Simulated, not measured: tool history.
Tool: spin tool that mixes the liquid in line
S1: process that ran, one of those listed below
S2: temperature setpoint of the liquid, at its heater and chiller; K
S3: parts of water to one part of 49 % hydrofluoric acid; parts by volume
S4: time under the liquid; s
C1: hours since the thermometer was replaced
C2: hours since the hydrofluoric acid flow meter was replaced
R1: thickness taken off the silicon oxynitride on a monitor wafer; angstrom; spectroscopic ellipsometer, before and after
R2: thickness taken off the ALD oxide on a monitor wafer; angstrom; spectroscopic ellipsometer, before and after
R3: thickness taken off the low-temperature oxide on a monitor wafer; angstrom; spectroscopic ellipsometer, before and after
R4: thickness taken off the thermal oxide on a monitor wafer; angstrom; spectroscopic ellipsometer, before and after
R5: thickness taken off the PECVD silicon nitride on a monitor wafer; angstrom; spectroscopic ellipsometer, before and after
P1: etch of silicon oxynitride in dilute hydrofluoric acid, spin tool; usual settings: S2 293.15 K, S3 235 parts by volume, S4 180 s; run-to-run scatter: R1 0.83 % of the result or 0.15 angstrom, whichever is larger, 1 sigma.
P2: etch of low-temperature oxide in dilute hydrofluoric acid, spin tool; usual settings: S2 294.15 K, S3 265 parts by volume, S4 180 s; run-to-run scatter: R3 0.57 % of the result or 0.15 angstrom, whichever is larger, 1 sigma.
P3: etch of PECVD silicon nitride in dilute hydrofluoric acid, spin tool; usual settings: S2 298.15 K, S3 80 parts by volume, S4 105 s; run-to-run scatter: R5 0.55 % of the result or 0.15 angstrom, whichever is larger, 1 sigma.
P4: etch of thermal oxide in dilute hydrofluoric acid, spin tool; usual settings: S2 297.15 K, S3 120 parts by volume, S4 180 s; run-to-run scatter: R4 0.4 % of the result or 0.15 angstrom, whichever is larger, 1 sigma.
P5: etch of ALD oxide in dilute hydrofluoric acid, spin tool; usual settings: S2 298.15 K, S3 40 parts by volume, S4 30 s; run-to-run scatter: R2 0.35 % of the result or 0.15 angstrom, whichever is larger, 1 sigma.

run 1 hour=5.8 | S1=P1 S2=293.15 S3=235 S4=180 | C1=516.1 C2=246.1 | R1=27.075
run 2 hour=10.5 | S1=P1 S2=290.15 S3=235 S4=35 | C1=520.8 C2=250.8 | R1=4.5334
run 3 hour=15.8 | S1=P1 S2=296.65 S3=55 S4=180 | C1=526.1 C2=256.1 | R1=153.48
run 4 hour=19.5 | S1=P1 S2=293.15 S3=235 S4=180 | C1=529.8 C2=259.8 | R1=26.999
run 5 hour=25.2 | S1=P5 S2=298.15 S3=20 S4=30 | C1=535.5 C2=265.5 | R2=239.91
run 6 hour=32.6 | S1=P2 S2=302.65 S3=265 S4=180 | C1=542.9 C2=272.9 | R3=72.518
run 7 hour=39 | S1=P1 S2=296.65 S3=235 S4=180 | C1=549.3 C2=279.3 | R1=30.848
run 8 hour=44.2 | S1=P4 S2=297.15 S3=70 S4=180 | C1=554.5 C2=284.5 | R4=136.09
run 9 hour=50.1 | S1=P5 S2=298.15 S3=40 S4=30 | C1=560.4 C2=290.4 | R2=115.98
run 10 hour=55.3 | S1=P1 S2=293.15 S3=235 S4=340 | C1=565.6 C2=295.6 | R1=50.96
run 11 hour=61 | S1=P1 S2=293.15 S3=395 S4=180 | C1=571.3 C2=301.3 | R1=14.334
run 12 hour=67.6 | S1=P3 S2=298.15 S3=80 S4=105 | C1=577.9 C2=307.9 | R5=63.649
run 13 hour=75.7 | S1=P1 S2=293.15 S3=60 S4=180 | C1=586 C2=316 | R1=119.11
run 14 hour=79.3 | S1=P1 S2=293.15 S3=235 S4=180 | C1=589.6 C2=319.6 | R1=26.771
run 15 hour=86.9 | S1=P2 S2=294.15 S3=265 S4=180 | C1=597.2 C2=327.2 | R3=53.675
run 16 hour=94.2 | S1=P3 S2=298.15 S3=80 S4=25 | C1=604.5 C2=334.5 | R5=15.055
run 17 hour=99.1 | S1=P3 S2=298.15 S3=120 S4=105 | C1=609.4 C2=339.4 | R5=42.166
run 18 hour=102.7 | S1=P2 S2=294.15 S3=55 S4=180 | C1=613 C2=343 | R3=324.18
run 19 hour=109.9 | S1=P2 S2=294.15 S3=265 S4=335 | C1=620.2 C2=350.2 | R3=100.25
run 20 hour=114.9 | S1=P5 S2=293.15 S3=40 S4=30 | C1=625.2 C2=355.2 | R2=94.383
run 21 hour=121.1 | S1=P3 S2=291.15 S3=80 S4=105 | C1=631.4 C2=361.4 | R5=39.664
run 22 hour=128.9 | S1=P5 S2=298.15 S3=40 S4=45 | C1=639.2 C2=369.2 | R2=174.51
run 23 hour=134.7 | S1=P4 S2=297.15 S3=120 S4=60 | C1=645 C2=375 | R4=25.257
run 24 hour=142.1 | S1=P1 S2=293.15 S3=235 S4=85 | C1=652.4 C2=382.4 | R1=12.663
run 25 hour=145.9 | S1=P1 S2=293.15 S3=235 S4=180 | C1=656.2 C2=386.2 | R1=26.822
run 26 hour=153.9 | S1=P1 S2=293.15 S3=235 S4=180 | C1=664.2 C2=394.2 | R1=27.246
run 27 hour=161.7 | S1=P4 S2=297.15 S3=120 S4=180 | C1=672 C2=402 | R4=74.871
run 28 hour=167.8 | S1=P4 S2=291.15 S3=120 S4=180 | C1=678.1 C2=408.1 | R4=58.31
run 29 hour=174.9 | S1=P1 S2=290.15 S3=235 S4=270 | C1=685.2 C2=415.2 | R1=35.42
run 30 hour=182.6 | S1=P1 S2=290.15 S3=235 S4=180 | C1=692.9 C2=422.9 | R1=23.515
run 31 hour=187.7 | S1=P1 S2=293.15 S3=235 S4=180 | C1=698 C2=428 | R1=27.03
run 32 hour=193.7 | S1=P1 S2=293.15 S3=235 S4=180 | C1=704 C2=434 | R1=28.127
run 33 hour=200.2 | S1=P1 S2=293.15 S3=235 S4=180 | C1=710.5 C2=440.5 | R1=29.156
run 34 hour=207.4 | S1=P1 S2=293.15 S3=235 S4=180 | C1=717.7 C2=447.7 | R1=29.426
run 35 hour=210.9 | S1=P1 S2=293.15 S3=235 S4=180 | C1=721.2 C2=451.2 | R1=29.531
run 36 hour=216.6 | S1=P1 S2=293.15 S3=235 S4=180 | C1=726.9 C2=456.9 | R1=29.997
run 37 hour=223 | S1=P1 S2=293.15 S3=235 S4=180 | C1=733.3 C2=463.3 | R1=29.921
run 38 hour=227.8 | S1=P1 S2=293.15 S3=235 S4=180 | C1=738.1 C2=468.1 | R1=29.762
run 39 hour=232.5 | S1=P1 S2=293.15 S3=235 S4=180 | C1=742.8 C2=472.8 | R1=29.803

What P1 gives has crept away from where it was. These 2 causes fit the log equally well, each at the size given:
A: hydrofluoric acid flow above the setpoint (%) = 9.38
B: liquid hotter than its thermometer reads (K) = 2.28
The creep began at about hour 187.7.

4 check runs are offered, one wafer each, their results left as question marks. Which one tells the causes apart?
run check 1 hour=237.2 | S1=P5 S2=293.15 S3=40 S4=30 | R2=?
run check 2 hour=237.2 | S1=P3 S2=298.15 S3=105 S4=105 | R5=?
run check 3 hour=237.2 | S1=P4 S2=292.65 S3=120 S4=70 | R4=?
run check 4 hour=237.2 | S1=P2 S2=301.65 S3=60 S4=180 | R3=?

What each check would give under each cause:
check=check_1 result=R2 if_A=103.78 if_B=104.08
check=check_2 result=R5 if_A=53.082 if_B=56.285
check=check_3 result=R4 if_A=26.937 if_B=26.7
check=check_4 result=R3 if_A=438.68 if_B=435.01
How far apart the two closest causes lie, in the result that separates them most: check 1 0.29 %; check 2 5.86 %; check 3 0.89 %; check 4 0.84 %
Check 2 tells the causes apart: in the others they would give nearly the same result.

Check 2 was then run and gave: R5 56.328 angstrom. Which cause is it?

It is B: liquid hotter than its thermometer reads (K).
